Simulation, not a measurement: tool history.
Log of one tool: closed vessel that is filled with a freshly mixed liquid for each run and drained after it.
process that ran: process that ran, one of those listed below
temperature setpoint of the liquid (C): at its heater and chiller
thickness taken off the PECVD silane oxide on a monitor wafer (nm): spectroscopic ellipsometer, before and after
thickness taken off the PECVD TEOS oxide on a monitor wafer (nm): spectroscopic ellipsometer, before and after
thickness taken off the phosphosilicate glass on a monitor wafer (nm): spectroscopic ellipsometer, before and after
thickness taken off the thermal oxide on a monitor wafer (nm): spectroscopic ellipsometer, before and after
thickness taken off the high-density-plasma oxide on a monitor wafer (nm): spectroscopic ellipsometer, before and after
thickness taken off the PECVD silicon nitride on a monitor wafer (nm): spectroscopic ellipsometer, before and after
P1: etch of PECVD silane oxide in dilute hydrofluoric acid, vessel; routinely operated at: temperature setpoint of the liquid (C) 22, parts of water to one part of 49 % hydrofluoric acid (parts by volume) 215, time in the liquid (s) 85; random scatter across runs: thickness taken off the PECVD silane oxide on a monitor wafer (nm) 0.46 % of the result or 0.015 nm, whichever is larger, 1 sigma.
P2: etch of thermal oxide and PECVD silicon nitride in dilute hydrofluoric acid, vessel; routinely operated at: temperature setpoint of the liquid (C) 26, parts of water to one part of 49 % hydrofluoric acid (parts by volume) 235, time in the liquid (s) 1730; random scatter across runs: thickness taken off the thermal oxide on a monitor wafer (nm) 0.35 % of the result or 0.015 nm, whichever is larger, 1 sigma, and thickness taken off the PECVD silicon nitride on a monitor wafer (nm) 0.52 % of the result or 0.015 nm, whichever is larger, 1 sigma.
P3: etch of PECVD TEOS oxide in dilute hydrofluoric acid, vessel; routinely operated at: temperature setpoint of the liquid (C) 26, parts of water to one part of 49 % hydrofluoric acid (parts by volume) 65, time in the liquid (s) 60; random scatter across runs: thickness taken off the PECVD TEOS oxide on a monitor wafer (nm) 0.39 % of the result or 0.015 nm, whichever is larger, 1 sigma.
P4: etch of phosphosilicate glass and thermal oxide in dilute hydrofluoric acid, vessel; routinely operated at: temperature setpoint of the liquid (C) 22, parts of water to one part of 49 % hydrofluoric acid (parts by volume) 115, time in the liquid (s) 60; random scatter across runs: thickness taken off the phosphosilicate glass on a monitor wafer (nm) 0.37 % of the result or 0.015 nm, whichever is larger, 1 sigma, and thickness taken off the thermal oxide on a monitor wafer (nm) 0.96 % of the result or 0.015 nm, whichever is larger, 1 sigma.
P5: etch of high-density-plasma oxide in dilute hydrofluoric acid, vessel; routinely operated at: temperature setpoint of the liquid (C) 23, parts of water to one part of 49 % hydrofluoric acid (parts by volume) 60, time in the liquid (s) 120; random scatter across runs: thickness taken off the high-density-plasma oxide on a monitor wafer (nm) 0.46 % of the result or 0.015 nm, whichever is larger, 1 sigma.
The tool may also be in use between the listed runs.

run   hour  process that ran  temperature setpoint of the liquid (C)  parts of water to one part of 49 % hydrofluoric acid (parts by volume)  time in the liquid (s)  hours since the thermometer was replaced  hours since the hydrofluoric acid flow meter was replaced  thickness taken off the PECVD silane oxide on a monitor wafer (nm)  thickness taken off the PECVD TEOS oxide on a monitor wafer (nm)  thickness taken off the phosphosilicate glass on a monitor wafer (nm)  thickness taken off the thermal oxide on a monitor wafer (nm)  thickness taken off the high-density-plasma oxide on a monitor wafer (nm)  thickness taken off the PECVD silicon nitride on a monitor wafer (nm)
  1   12.9                P1                                      22                                                                     215                      85                                     203.4                                                        352                                                              6.2639
  2   22.9                P3                                      26                                                                      65                     120                                     213.4                                                        362                                                                                                                                46.852
  3   32.8                P3                                      26                                                                      65                      60                                     223.3                                                      371.9                                                                                                                                 23.36
  4   44.7                P4                                      22                                                                     115                      60                                     235.2                                                      383.8                                                                                                                                                                                                       59.145                                                         2.2227
  5   52.5                P5                                      23                                                                      60                     120                                       243                                                      391.6                                                                                                                                                                                                                                                                                                                                                 10.419
  6   61.4                P2                                      33                                                                     235                    1730                                     251.9                                                      400.5                                                                                                                                                                                                                                                                      40.445                                                                                                                                            24.657
  7     78                P1                                      22                                                                     215                      85                                     268.5                                                      417.1                                                              6.3199
  8   88.5                P5                                    30.5                                                                      60                     120                                       279                                                      427.6                                                                                                                                                                                                                                                                                                                                                 14.014
  9  104.6                P1                                      22                                                                     115                      85                                     295.1                                                      443.7                                                              13.082
 10  112.4                P1                                      22                                                                     215                     165                                     302.9                                                      451.5                                                              12.231
 11  125.9                P5                                      23                                                                      85                     120                                     316.4                                                        465                                                                                                                                                                                                                                                                                                                                                 7.0932
 12  136.2                P4                                      22                                                                     190                      60                                     326.7                                                      475.3                                                                                                                                                                                                       33.076                                                         1.2333
 13  151.8                P1                                      22                                                                     215                      85                                     342.3                                                      490.9                                                              6.3407
 14  167.2                P1                                      22                                                                     215                      50                                     357.7                                                      506.3                                                              3.6721
 15  180.3                P1                                      22                                                                     215                      85                                     370.8                                                      519.4                                                              6.2728
 16  194.7                P1                                    27.5                                                                     215                      30                                     385.2                                                      533.8                                                              2.6872
 17  207.1                P2                                      26                                                                     235                     330                                     397.6                                                      546.2                                                                                                                                                                                                                                                                      6.0587                                                                                                                                            3.0677
 18  221.1                P4                                    29.5                                                                     115                      60                                     411.6                                                      560.2                                                                                                                                                                                                       79.831                                                         3.0165
 19  234.8                P4                                      22                                                                     115                     110                                     425.3                                                      573.9                                                                                                                                                                                                       109.39                                                         4.0976
 20    248                P5                                      23                                                                      60                      30                                     438.5                                                      587.1                                                                                                                                                                                                                                                                                                                                                 2.6038
 21  262.8                P2                                      26                                                                     235                    1730                                     453.3                                                      601.9                                                                                                                                                                                                                                                                      31.762                                                                                                                                            16.353
 22  276.8                P3                                      26                                                                      65                      60                                     467.3                                                      615.9                                                                                                                                23.262
 23  286.1                P3                                    31.5                                                                      65                      60                                     476.6                                                      625.2                                                                                                                                29.143
 24  297.8                P3                                      26                                                                     100                      60                                     488.3                                                      636.9                                                                                                                                14.601
 25    306                P2                                      26                                                                     130                    1730                                     496.5                                                      645.1                                                                                                                                                                                                                                                                      65.064                                                                                                                                            29.912
 26  316.4                P1                                      22                                                                     215                      85                                     506.9                                                      655.5                                                              6.2656
 27  324.7                P1                                    29.5                                                                     215                      85                                     515.2                                                      663.8                                                              8.2416
 28  335.7                P1                                      17                                                                     215                      85                                     526.2                                                      674.8                                                              5.1551
 29  350.8                P1                                      22                                                                     380                      85                                     541.3                                                      689.9                                                              3.0488
 30  364.8                P1                                      22                                                                     215                      85                                     555.3                                                      703.9                                                              6.2614
 31  375.5                P1                                      22                                                                     215                      85                                       566                                                      714.6                                                               6.486
 32  386.5                P1                                      22                                                                     215                      85                                       577                                                      725.6                                                              6.5371
 33  396.6                P1                                      22                                                                     215                      85                                     587.1                                                      735.7                                                              6.6243
 34  408.9                P1                                      22                                                                     215                      85                                     599.4                                                        748                                                              6.6765
 35  425.6                P1                                      22                                                                     215                      85                                     616.1                                                      764.7                                                               6.657

What will run 36 give?
 36  436.4                P1                                      22                                                                     215                      85                                     626.9                                                      775.5                                                                   ?

Run 36 came out at thickness taken off the PECVD silane oxide on a monitor wafer (nm) 6.7718.
